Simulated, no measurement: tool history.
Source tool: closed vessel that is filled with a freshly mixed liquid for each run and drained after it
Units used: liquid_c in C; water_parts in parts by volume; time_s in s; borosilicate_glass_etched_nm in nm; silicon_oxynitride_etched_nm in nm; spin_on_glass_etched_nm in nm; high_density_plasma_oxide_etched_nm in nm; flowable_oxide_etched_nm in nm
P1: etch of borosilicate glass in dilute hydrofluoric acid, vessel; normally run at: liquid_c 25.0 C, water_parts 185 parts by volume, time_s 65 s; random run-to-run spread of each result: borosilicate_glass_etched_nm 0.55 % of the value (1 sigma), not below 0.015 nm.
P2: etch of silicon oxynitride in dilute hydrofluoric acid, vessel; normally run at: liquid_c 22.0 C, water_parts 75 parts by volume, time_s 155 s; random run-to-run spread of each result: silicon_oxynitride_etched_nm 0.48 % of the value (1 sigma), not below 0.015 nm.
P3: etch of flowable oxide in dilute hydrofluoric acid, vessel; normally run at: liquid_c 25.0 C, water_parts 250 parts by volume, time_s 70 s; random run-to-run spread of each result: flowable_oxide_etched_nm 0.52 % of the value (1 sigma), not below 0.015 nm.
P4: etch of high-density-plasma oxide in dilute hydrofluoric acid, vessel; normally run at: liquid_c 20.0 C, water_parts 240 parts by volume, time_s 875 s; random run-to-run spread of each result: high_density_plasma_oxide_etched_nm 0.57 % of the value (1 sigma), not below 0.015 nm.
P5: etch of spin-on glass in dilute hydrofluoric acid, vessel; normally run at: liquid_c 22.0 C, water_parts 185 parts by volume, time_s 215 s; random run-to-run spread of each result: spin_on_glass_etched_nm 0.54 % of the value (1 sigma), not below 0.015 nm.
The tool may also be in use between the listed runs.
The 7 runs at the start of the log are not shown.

run	hour	process	liquid_c	water_parts	time_s	hours since the thermometer was replaced	hours since the hydrofluoric acid flow meter was replaced	borosilicate_glass_etched_nm	silicon_oxynitride_etched_nm	spin_on_glass_etched_nm	high_density_plasma_oxide_etched_nm	flowable_oxide_etched_nm
8	89.7	P5	17.0	185	215	43.3	632.3			36.1100		
9	96.3	P4	17.0	240	875	49.9	638.9				12.383	
10	111.4	P3	25.0	250	70	65.0	654.0					11.1160
11	119.5	P1	25.0	85	30	73.1	662.1	14.9000				
12	132.9	P1	29.5	185	65	86.5	675.5	15.6290				
13	139.8	P5	22.0	185	40	93.4	682.4			8.1527		
14	155.0	P1	20.0	185	65	108.6	697.6	10.9780				
15	170.0	P3	30.0	250	70	123.6	712.6					13.3690
16	181.8	P3	25.0	250	30	135.4	724.4					4.7816
17	192.7	P1	25.0	75	65	146.3	735.3	36.9480				
18	206.2	P4	20.0	240	875	159.8	748.8				13.976	
19	217.6	P1	25.0	185	115	171.2	760.2	23.4620				
20	224.2	P2	18.5	75	155	177.8	766.8		4.1126			
21	235.4	P1	25.0	185	65	189.0	778.0	13.3060				
22	246.0	P4	20.0	240	1360	199.6	788.6				21.467	
23	254.6	P1	25.0	185	65	208.2	797.2	13.1910				
24	263.4	P1	25.0	185	65	217.0	806.0	13.2840				
25	277.8	P5	22.0	300	215	231.4	820.4			24.3450		

Run 26, settings as shown, results not yet in. Your forecast:
26	288.2	P2	22.0	75	155	241.8	830.8		?			

silicon_oxynitride_etched_nm: 4.9666 nm

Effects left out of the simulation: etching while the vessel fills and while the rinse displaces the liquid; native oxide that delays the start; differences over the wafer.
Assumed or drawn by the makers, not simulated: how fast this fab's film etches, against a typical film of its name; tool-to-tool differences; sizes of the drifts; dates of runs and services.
